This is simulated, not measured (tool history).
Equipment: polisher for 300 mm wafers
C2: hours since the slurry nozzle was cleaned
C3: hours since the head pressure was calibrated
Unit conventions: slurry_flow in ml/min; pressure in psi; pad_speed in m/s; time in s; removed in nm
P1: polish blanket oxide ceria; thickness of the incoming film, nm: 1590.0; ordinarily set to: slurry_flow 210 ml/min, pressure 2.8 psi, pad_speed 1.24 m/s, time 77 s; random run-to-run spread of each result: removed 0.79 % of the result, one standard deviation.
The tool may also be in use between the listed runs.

run 1 hour=12 | slurry_flow=210 pressure=2.8 pad_speed=1.24 time=77 | wafers_polished_on_this_pad=211 C2=85.8 C3=150.8 | removed=356.24
run 2 hour=24.1 | slurry_flow=210 pressure=2.8 pad_speed=1.24 time=117 | wafers_polished_on_this_pad=311 C2=97.9 C3=162.9 | removed=532.53
run 3 hour=31 | slurry_flow=310 pressure=2.8 pad_speed=0.86 time=77 | wafers_polished_on_this_pad=368 C2=104.8 C3=169.8 | removed=256.22
run 4 hour=45.2 | slurry_flow=210 pressure=4.4 pad_speed=1.24 time=77 | wafers_polished_on_this_pad=486 C2=119 C3=184 | removed=552.98
run 5 hour=54 | slurry_flow=210 pressure=2.8 pad_speed=0.68 time=77 | wafers_polished_on_this_pad=559 C2=127.8 C3=192.8 | removed=194.05
run 6 hour=68.3 | slurry_flow=150 pressure=2.8 pad_speed=1.24 time=55 | wafers_polished_on_this_pad=678 C2=142.1 C3=207.1 | removed=239.28
run 7 hour=77.8 | slurry_flow=210 pressure=2.8 pad_speed=1.24 time=77 | wafers_polished_on_this_pad=757 C2=151.6 C3=216.6 | removed=351.26
run 8 hour=84.3 | slurry_flow=210 pressure=2.8 pad_speed=1.24 time=77 | wafers_polished_on_this_pad=811 C2=158.1 C3=223.1 | removed=351.52
run 9 hour=93.5 | slurry_flow=125 pressure=2.8 pad_speed=1.24 time=77 | wafers_polished_on_this_pad=887 C2=167.3 C3=232.3 | removed=323.19
run 10 hour=101.2 | slurry_flow=210 pressure=2.8 pad_speed=1.64 time=77 | wafers_polished_on_this_pad=951 C2=175 C3=240 | removed=460.09
run 11 hour=112 | slurry_flow=210 pressure=1.5 pad_speed=1.24 time=77 | wafers_polished_on_this_pad=1041 C2=185.8 C3=250.8 | removed=189.66
run 12 hour=125.1 | slurry_flow=210 pressure=2.8 pad_speed=1.24 time=77 | wafers_polished_on_this_pad=1149 C2=198.9 C3=263.9 | removed=349.46
run 13 hour=133.9 | slurry_flow=330 pressure=2.8 pad_speed=1.24 time=77 | wafers_polished_on_this_pad=1222 C2=207.7 C3=272.7 | removed=366.24
run 14 hour=141.4 | slurry_flow=210 pressure=2.8 pad_speed=1.24 time=77 | wafers_polished_on_this_pad=1284 C2=215.2 C3=280.2 | removed=353.86
run 15 hour=149 | slurry_flow=210 pressure=2.8 pad_speed=1.24 time=46 | wafers_polished_on_this_pad=1348 C2=222.8 C3=287.8 | removed=210.12
run 16 hour=158.2 | slurry_flow=210 pressure=2.8 pad_speed=1.24 time=77 | wafers_polished_on_this_pad=1424 C2=232 C3=297 | removed=348.7

Expected results for the next run?
run 17 hour=169.9 | slurry_flow=125 pressure=3.8 pad_speed=1.24 time=77 | wafers_polished_on_this_pad=1521 C2=243.7 C3=308.7 | removed=?

Run 17 gave removed 436.1 nm.

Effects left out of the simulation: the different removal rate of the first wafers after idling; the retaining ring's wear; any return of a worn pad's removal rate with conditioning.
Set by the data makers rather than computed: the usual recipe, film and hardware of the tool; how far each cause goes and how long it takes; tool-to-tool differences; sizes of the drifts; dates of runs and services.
